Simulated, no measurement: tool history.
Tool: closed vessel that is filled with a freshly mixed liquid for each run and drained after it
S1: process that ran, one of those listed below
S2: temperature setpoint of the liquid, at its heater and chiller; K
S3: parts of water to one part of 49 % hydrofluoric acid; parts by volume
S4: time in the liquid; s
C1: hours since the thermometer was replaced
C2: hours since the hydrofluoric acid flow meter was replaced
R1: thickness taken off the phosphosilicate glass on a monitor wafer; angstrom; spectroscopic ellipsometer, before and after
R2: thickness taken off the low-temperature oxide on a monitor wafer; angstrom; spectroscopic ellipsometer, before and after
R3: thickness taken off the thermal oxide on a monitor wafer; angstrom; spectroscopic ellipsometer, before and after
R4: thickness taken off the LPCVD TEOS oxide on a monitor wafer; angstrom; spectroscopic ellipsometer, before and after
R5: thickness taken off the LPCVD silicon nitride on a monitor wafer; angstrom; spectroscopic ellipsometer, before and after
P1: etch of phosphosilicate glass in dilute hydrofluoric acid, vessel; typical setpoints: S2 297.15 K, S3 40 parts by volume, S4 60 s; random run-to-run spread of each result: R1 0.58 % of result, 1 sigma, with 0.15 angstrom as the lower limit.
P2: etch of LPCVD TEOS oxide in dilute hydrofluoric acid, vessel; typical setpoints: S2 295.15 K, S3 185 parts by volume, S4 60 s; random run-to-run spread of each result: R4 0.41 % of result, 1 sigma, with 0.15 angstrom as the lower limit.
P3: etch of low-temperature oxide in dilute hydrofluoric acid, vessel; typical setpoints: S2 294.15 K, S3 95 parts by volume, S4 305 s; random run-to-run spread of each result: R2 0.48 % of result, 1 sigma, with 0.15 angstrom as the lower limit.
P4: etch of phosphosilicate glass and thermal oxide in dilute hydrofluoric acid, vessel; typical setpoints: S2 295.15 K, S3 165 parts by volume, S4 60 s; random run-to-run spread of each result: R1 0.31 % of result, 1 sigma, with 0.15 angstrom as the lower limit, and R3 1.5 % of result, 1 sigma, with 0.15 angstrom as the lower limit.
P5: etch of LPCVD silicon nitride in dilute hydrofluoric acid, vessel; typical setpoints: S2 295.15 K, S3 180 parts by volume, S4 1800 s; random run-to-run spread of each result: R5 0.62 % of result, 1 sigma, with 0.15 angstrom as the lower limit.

run 1 hour=2.9 | S1=P1 S2=297.15 S3=40 S4=60 | C1=1121.9 C2=515.6 | R1=1343.60
run 2 hour=6.5 | S1=P1 S2=292.65 S3=20 S4=60 | C1=1125.5 C2=519.2 | R1=2278.80
run 3 hour=11.1 | S1=P3 S2=294.15 S3=95 S4=550 | C1=1130.1 C2=523.8 | R2=536.31
run 4 hour=16.2 | S1=P1 S2=297.15 S3=40 S4=60 | C1=1135.2 C2=528.9 | R1=1337.90
run 5 hour=20.4 | S1=P4 S2=295.15 S3=45 S4=60 | C1=1139.4 C2=533.1 | R1=2202.00 R3=56.754
run 6 hour=24.4 | S1=P2 S2=295.15 S3=185 S4=30 | C1=1143.4 C2=537.1 | R4=71.208
run 7 hour=28.2 | S1=P3 S2=294.15 S3=40 S4=305 | C1=1147.2 C2=540.9 | R2=754.12
run 8 hour=33.8 | S1=P1 S2=297.15 S3=40 S4=60 | C1=1152.8 C2=546.5 | R1=1341.20
run 9 hour=38.1 | S1=P5 S2=295.15 S3=180 S4=3100 | C1=1157.1 C2=550.8 | R5=88.131
run 10 hour=41.3 | S1=P2 S2=295.15 S3=35 S4=60 | C1=1160.3 C2=554.0 | R4=903.720
run 11 hour=46.0 | S1=P4 S2=295.15 S3=165 S4=60 | C1=1165.0 C2=558.7 | R1=523.49 R3=14.083
run 12 hour=50.6 | S1=P1 S2=297.15 S3=40 S4=60 | C1=1169.6 C2=563.3 | R1=1353.10
run 13 hour=55.1 | S1=P3 S2=294.15 S3=95 S4=305 | C1=1174.1 C2=567.8 | R2=295.04
run 14 hour=60.9 | S1=P2 S2=295.15 S3=185 S4=60 | C1=1179.9 C2=573.6 | R4=143.020
run 15 hour=65.8 | S1=P1 S2=303.65 S3=55 S4=60 | C1=1184.8 C2=578.5 | R1=1247.10
run 16 hour=71.7 | S1=P1 S2=301.65 S3=40 S4=60 | C1=1190.7 C2=584.4 | R1=1629.10
run 17 hour=76.8 | S1=P5 S2=291.15 S3=180 S4=1800 | C1=1195.8 C2=589.5 | R5=39.305
run 18 hour=82.2 | S1=P2 S2=290.15 S3=185 S4=60 | C1=1201.2 C2=594.9 | R4=116.750
run 19 hour=88.1 | S1=P1 S2=291.65 S3=40 S4=60 | C1=1207.1 C2=600.8 | R1=1062.80
run 20 hour=93.9 | S1=P1 S2=297.15 S3=40 S4=60 | C1=1212.9 C2=606.6 | R1=1348.20
run 21 hour=98.9 | S1=P5 S2=295.15 S3=180 S4=1800 | C1=1217.9 C2=611.6 | R5=51.401
run 22 hour=103.5 | S1=P1 S2=297.15 S3=20 S4=60 | C1=1222.5 C2=616.2 | R1=2749.90
run 23 hour=107.0 | S1=P5 S2=295.15 S3=275 S4=1800 | C1=1226.0 C2=619.7 | R5=34.481
run 24 hour=111.9 | S1=P3 S2=290.65 S3=95 S4=305 | C1=1230.9 C2=624.6 | R2=253.27
run 25 hour=115.7 | S1=P1 S2=297.15 S3=70 S4=60 | C1=1234.7 C2=628.4 | R1=745.98

Run 26 has not been measured yet. What should we expect?
run 26 hour=120.1 | S1=P1 S2=297.15 S3=40 S4=120 | C1=1239.1 C2=632.8 | R1=?

Run 26 yielded R1 2702.70 angstrom.
